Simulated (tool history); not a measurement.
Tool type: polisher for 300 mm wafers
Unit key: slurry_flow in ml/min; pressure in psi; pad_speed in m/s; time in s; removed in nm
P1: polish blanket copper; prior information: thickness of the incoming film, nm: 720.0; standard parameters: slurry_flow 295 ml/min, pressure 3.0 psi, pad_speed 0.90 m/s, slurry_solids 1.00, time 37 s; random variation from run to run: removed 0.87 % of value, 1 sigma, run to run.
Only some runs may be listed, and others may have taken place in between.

run	day	slurry_flow	pressure	pad_speed	slurry_solids	time	wafers polished on this pad	hours since the slurry nozzle was cleaned	hours since the head pressure was calibrated	hours since the slurry blender was calibrated	removed
1	0.358	295	3.0	0.90	1.00	37	413	95.5	358.8	341.6	85.088
2	0.921	295	3.0	0.90	1.00	37	595	109.0	372.3	355.1	86.231
3	1.183	295	3.0	0.90	1.00	37	681	115.3	378.6	361.4	88.380
4	1.492	295	3.0	1.24	1.00	50	781	122.7	386.0	368.8	164.260
5	1.992	295	3.0	0.90	1.00	37	943	134.7	398.0	380.8	84.744
6	2.267	295	2.1	0.90	1.00	37	1032	141.3	404.6	387.4	61.241
7	2.550	295	3.0	0.90	1.00	37	1125	148.1	411.4	394.2	87.557
8	3.000	295	3.0	0.90	1.25	37	1271	158.9	422.2	405.0	89.805
9	3.579	295	3.0	0.90	1.00	25	1459	172.8	436.1	418.9	59.001
10	3.867	295	1.4	0.90	1.35	37	1552	179.7	443.0	425.8	42.609
11	4.200	175	3.0	0.90	1.00	37	1661	187.7	451.0	433.8	80.632
12	4.712	295	3.0	0.60	1.00	37	1827	200.0	463.3	446.1	57.746
13	5.121	295	3.0	1.36	1.00	37	1960	209.8	473.1	455.9	132.160
14	5.579	295	3.0	0.90	1.00	48	2109	220.8	484.1	466.9	112.870
# day 5.775: slurry blender recalibrated
15	6.075	295	3.0	0.90	0.50	37	2270	232.7	496.0	7.2	74.955
16	6.571	465	3.0	0.90	1.00	37	2431	244.6	507.9	19.1	90.856
17	6.933	295	4.5	0.90	1.00	37	2548	253.3	516.6	27.8	128.400
18	7.471	295	3.0	0.90	1.00	37	2723	266.2	529.5	40.7	85.828
19	7.888	430	3.0	0.56	1.00	37	2858	276.2	539.5	50.7	54.615
20	8.342	295	3.0	0.90	1.00	37	3006	287.1	550.4	61.6	85.567
21	8.754	295	3.0	0.90	1.00	37	3140	297.0	560.3	71.5	83.140
22	9.317	295	3.0	0.90	1.00	37	3323	310.5	573.8	85.0	83.881
23	9.733	295	3.0	0.90	1.00	37	3458	320.5	583.8	95.0	81.403
24	10.321	295	3.0	0.90	1.00	37	3649	334.6	597.9	109.1	82.290
# day 10.450: head pressure recalibrated
# day 10.538: slurry blender recalibrated
25	10.679	295	3.0	0.90	1.00	37	3765	343.2	5.5	3.4	81.671
26	10.958	295	3.0	0.90	1.00	37	3856	349.9	12.2	10.1	81.287
27	11.525	295	3.0	0.90	1.00	37	4040	363.5	25.8	23.7	80.772
28	11.879	295	3.0	0.90	1.00	37	4155	372.0	34.3	32.2	82.127

What P1 gives has crept away from where it was. These 2 causes fit the log equally well, each at the size given:
A: slurry flow missing at the pad, % = 39.6
B: removal rate lost through wear of the pad, % = 5.73
The gradual shift began around day 8.342.
Other possible causes, and why each is ruled out:
head's pressure below its setpoint, %: serviced at day 10.450, after the drift had started, without restoring the earlier output
abrasive missing from the slurry, %: serviced at day 10.538, after the drift had started, without restoring the earlier output

You are offered 4 check runs, listed below with question marks in place of their results; each one averages 3 wafers. Which run separates the listed causes by giving clearly different results for each?
check 1	12.233	295	3.0	1.26	0.85	37					?
check 2	12.233	295	4.4	0.90	1.00	37					?
check 3	12.233	295	4.5	1.24	1.00	37					?
check 4	12.233	175	3.0	0.90	1.00	37					?

How each check would come out, cause by cause:
check	result	if A	if B
check 1	removed	110.220	110.220
check 2	removed	119.520	119.520
check 3	removed	168.420	168.420
check 4	removed	73.835	76.618
Minimum pairwise separation of causes per check, each pair taken at its best-separating result: check 1 0 %; check 2 0 %; check 3 0 %; check 4 3.7 %
The causes can be told apart only by check 4. The other checks would give nearly the same results under each of them.

After running check 4, the following was obtained: removed 76.902 nm. Which cause does this point to?

B is the cause: removal rate lost through wear of the pad, %.

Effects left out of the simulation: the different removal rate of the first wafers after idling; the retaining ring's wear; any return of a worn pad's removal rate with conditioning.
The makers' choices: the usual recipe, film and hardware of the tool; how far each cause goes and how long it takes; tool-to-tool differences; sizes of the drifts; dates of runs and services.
